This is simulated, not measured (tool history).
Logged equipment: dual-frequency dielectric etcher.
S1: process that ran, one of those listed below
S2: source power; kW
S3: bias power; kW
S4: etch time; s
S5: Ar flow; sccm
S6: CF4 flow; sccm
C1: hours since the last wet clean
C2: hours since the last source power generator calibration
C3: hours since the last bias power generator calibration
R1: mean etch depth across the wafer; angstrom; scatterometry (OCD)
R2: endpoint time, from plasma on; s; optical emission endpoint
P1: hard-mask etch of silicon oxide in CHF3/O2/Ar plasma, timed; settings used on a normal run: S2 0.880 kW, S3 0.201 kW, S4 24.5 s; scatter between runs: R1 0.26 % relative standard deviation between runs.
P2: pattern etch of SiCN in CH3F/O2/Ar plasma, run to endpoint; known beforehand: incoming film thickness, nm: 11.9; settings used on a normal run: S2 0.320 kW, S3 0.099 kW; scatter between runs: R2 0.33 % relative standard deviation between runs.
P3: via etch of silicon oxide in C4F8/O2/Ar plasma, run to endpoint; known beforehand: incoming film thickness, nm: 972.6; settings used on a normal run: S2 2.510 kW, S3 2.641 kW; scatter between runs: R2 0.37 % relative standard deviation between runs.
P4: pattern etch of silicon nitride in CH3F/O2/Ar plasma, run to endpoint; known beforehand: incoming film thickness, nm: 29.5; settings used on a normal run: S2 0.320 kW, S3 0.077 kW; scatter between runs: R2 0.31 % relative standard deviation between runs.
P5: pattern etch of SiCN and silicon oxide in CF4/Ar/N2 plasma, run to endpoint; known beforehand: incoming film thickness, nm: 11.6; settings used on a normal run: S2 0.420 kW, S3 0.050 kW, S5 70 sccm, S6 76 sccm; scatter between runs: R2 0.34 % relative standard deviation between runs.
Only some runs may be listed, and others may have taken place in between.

Run 1, hour 6.0: S1 P1, S2 0.880 kW, S3 0.201 kW, S4 24.5 s; C1 122.7; C2 1323.2; C3 1662.1. Result: R1 560.44 angstrom.
Run 2, hour 9.9: S1 P4, S2 0.320 kW, S3 0.077 kW; C1 126.6; C2 1327.1; C3 1666.0. Result: R2 46.163 s.
Run 3, hour 15.6: S1 P1, S2 0.880 kW, S3 0.201 kW, S4 24.5 s; C1 132.3; C2 1332.8; C3 1671.7. Result: R1 559.50 angstrom.
Run 4, hour 22.1: S1 P2, S2 0.320 kW, S3 0.099 kW; C1 138.8; C2 1339.3; C3 1678.2. Result: R2 31.037 s.
At hour 22.8: bias power generator calibrated.
Run 5, hour 28.5: S1 P5, S2 0.420 kW, S3 0.050 kW, S5 70 sccm, S6 76 sccm; C1 145.2; C2 1345.7; C3 5.8. Result: R2 14.592 s.
Run 6, hour 34.6: S1 P5, S2 0.420 kW, S3 0.050 kW, S5 70 sccm, S6 103 sccm; C1 151.3; C2 1351.8; C3 11.9. Result: R2 13.996 s.
Run 7, hour 37.8: S1 P4, S2 0.320 kW, S3 0.077 kW; C1 154.5; C2 1355.0; C3 15.1. Result: R2 46.158 s.
Run 8, hour 41.5: S1 P1, S2 0.880 kW, S3 0.201 kW, S4 24.5 s; C1 158.2; C2 1358.7; C3 18.8. Result: R1 559.19 angstrom.
At hour 46.6: wet clean of the chamber.
Run 9, hour 47.6: S1 P3, S2 2.510 kW, S3 1.958 kW; C1 1.0; C2 1364.8; C3 24.9. Result: R2 175.390 s.
Run 10, hour 52.9: S1 P3, S2 1.970 kW, S3 2.641 kW; C1 6.3; C2 1370.1; C3 30.2. Result: R2 179.020 s.
Run 11, hour 56.0: S1 P4, S2 0.320 kW, S3 0.045 kW; C1 9.4; C2 1373.2; C3 33.3. Result: R2 55.269 s.
Run 12, hour 61.5: S1 P1, S2 0.880 kW, S3 0.123 kW, S4 24.5 s; C1 14.9; C2 1378.7; C3 38.8. Result: R1 479.21 angstrom.
Run 13, hour 66.3: S1 P1, S2 0.620 kW, S3 0.201 kW, S4 24.5 s; C1 19.7; C2 1383.5; C3 43.6. Result: R1 491.89 angstrom.
At hour 68.3: source power generator calibrated.
Run 14, hour 72.0: S1 P2, S2 0.320 kW, S3 0.079 kW; C1 25.4; C2 3.7; C3 49.3. Result: R2 34.162 s.
Run 15, hour 77.4: S1 P1, S2 1.240 kW, S3 0.201 kW, S4 24.5 s; C1 30.8; C2 9.1; C3 54.7. Result: R1 641.72 angstrom.
Run 16, hour 80.8: S1 P3, S2 2.510 kW, S3 2.641 kW; C1 34.2; C2 12.5; C3 58.1. Result: R2 163.090 s.
Run 17, hour 86.9: S1 P5, S2 0.420 kW, S3 0.050 kW, S5 96 sccm, S6 76 sccm; C1 40.3; C2 18.6; C3 64.2. Result: R2 15.274 s.
Run 18, hour 89.9: S1 P1, S2 0.880 kW, S3 0.201 kW, S4 35.5 s; C1 43.3; C2 21.6; C3 67.2. Result: R1 812.38 angstrom.
Run 19, hour 94.6: S1 P1, S2 0.880 kW, S3 0.201 kW, S4 13.5 s; C1 48.0; C2 26.3; C3 71.9. Result: R1 307.15 angstrom.
Run 20, hour 97.7: S1 P5, S2 0.280 kW, S3 0.050 kW, S5 70 sccm, S6 76 sccm; C1 51.1; C2 29.4; C3 75.0. Result: R2 20.936 s.
Run 21, hour 101.4: S1 P1, S2 0.880 kW, S3 0.154 kW, S4 36.5 s; C1 54.8; C2 33.1; C3 78.7. Result: R1 766.05 angstrom.
Run 22, hour 105.0: S1 P1, S2 0.880 kW, S3 0.201 kW, S4 24.5 s; C1 58.4; C2 36.7; C3 82.3. Result: R1 560.06 angstrom.
Run 23, hour 108.7: S1 P2, S2 0.420 kW, S3 0.099 kW; C1 62.1; C2 40.4; C3 86.0. Result: R2 28.326 s.
Run 24, hour 114.7: S1 P4, S2 0.390 kW, S3 0.077 kW; C1 68.1; C2 46.4; C3 92.0. Result: R2 43.068 s.
Run 25, hour 119.1: S1 P5, S2 0.420 kW, S3 0.031 kW, S5 70 sccm, S6 76 sccm; C1 72.5; C2 50.8; C3 96.4. Result: R2 16.556 s.
Run 26, hour 124.0: S1 P1, S2 0.880 kW, S3 0.201 kW, S4 24.5 s; C1 77.4; C2 55.7; C3 101.3. Result: R1 562.61 angstrom.
Run 27, hour 127.4: S1 P1, S2 0.880 kW, S3 0.257 kW, S4 24.5 s; C1 80.8; C2 59.1; C3 104.7. Result: R1 609.79 angstrom.
Run 28, hour 132.0: S1 P1, S2 0.880 kW, S3 0.201 kW, S4 24.5 s; C1 85.4; C2 63.7; C3 109.3. Result: R1 560.31 angstrom.
Run 29, hour 136.8: S1 P1, S2 0.880 kW, S3 0.201 kW, S4 24.5 s; C1 90.2; C2 68.5; C3 114.1. Result: R1 563.45 angstrom.
Run 30, hour 141.5: S1 P1, S2 0.880 kW, S3 0.201 kW, S4 24.5 s; C1 94.9; C2 73.2; C3 118.8. Result: R1 564.16 angstrom.
Run 31, hour 146.7: S1 P1, S2 0.880 kW, S3 0.201 kW, S4 24.5 s; C1 100.1; C2 78.4; C3 124.0. Result: R1 565.64 angstrom.
Run 32, hour 150.4: S1 P1, S2 0.880 kW, S3 0.201 kW, S4 24.5 s; C1 103.8; C2 82.1; C3 127.7. Result: R1 566.68 angstrom.
At hour 153.5: wet clean of the chamber.
Run 33, hour 155.4: S1 P1, S2 0.880 kW, S3 0.201 kW, S4 24.5 s; C1 1.9; C2 87.1; C3 132.7. Result: R1 566.63 angstrom.
Run 34, hour 159.7: S1 P1, S2 0.880 kW, S3 0.201 kW, S4 24.5 s; C1 6.2; C2 91.4; C3 137.0. Result: R1 571.02 angstrom.
Run 35, hour 165.1: S1 P1, S2 0.880 kW, S3 0.201 kW, S4 24.5 s; C1 11.6; C2 96.8; C3 142.4. Result: R1 570.17 angstrom.
Run 36, hour 170.2: S1 P1, S2 0.880 kW, S3 0.201 kW, S4 24.5 s; C1 16.7; C2 101.9; C3 147.5. Result: R1 569.49 angstrom.
Run 37, hour 175.1: S1 P1, S2 0.880 kW, S3 0.201 kW, S4 24.5 s; C1 21.6; C2 106.8; C3 152.4. Result: R1 567.75 angstrom.

The log shows P1 creeping away from where it was. Any of the 2 causes listed here, at the size stated for it, fits the log just as well as the others:
A: source power that arrives over what is set, % = 4.09
B: bias power that arrives over what is set, % = 4.67
The onset of the drift is placed at about hour 132.0.
Excluded causes, each with its reason:
chamber walls in a state that raises the etch rate, %: serviced at hour 153.5, after the drift had started, without restoring the earlier output

Below are 4 check runs, each averaged over 2 wafers, with their results shown as question marks. Which of them would give clearly different results depending on which cause is behind the drift?
Run check 1, hour 180.0: S1 P3, S2 2.510 kW, S3 2.641 kW. Result: R2 ?.
Run check 2, hour 180.0: S1 P2, S2 0.320 kW, S3 0.099 kW. Result: R2 ?.
Run check 3, hour 180.0: S1 P5, S2 0.420 kW, S3 0.050 kW, S5 70 sccm, S6 76 sccm. Result: R2 ?.
Run check 4, hour 180.0: S1 P4, S2 0.320 kW, S3 0.077 kW. Result: R2 ?.

What each check would give under each cause:
  check  result     if A     if B
check 1      R2  159.460  159.810
check 2      R2   30.818   30.734
check 3      R2   14.065   14.388
check 4      R2   45.583   45.531
Smallest distance between any two causes, each pair judged by its most separating result, in per cent: check 1 0.22 %; check 2 0.27 %; check 3 2.27 %; check 4 0.11 %
Check 3 distinguishes between the causes, while the remaining checks would return nearly the same result for all of them.

The results of check 3 are: R2 14.363 s. Based on these, which of the listed causes is it?

B is the cause: bias power that arrives over what is set, %.
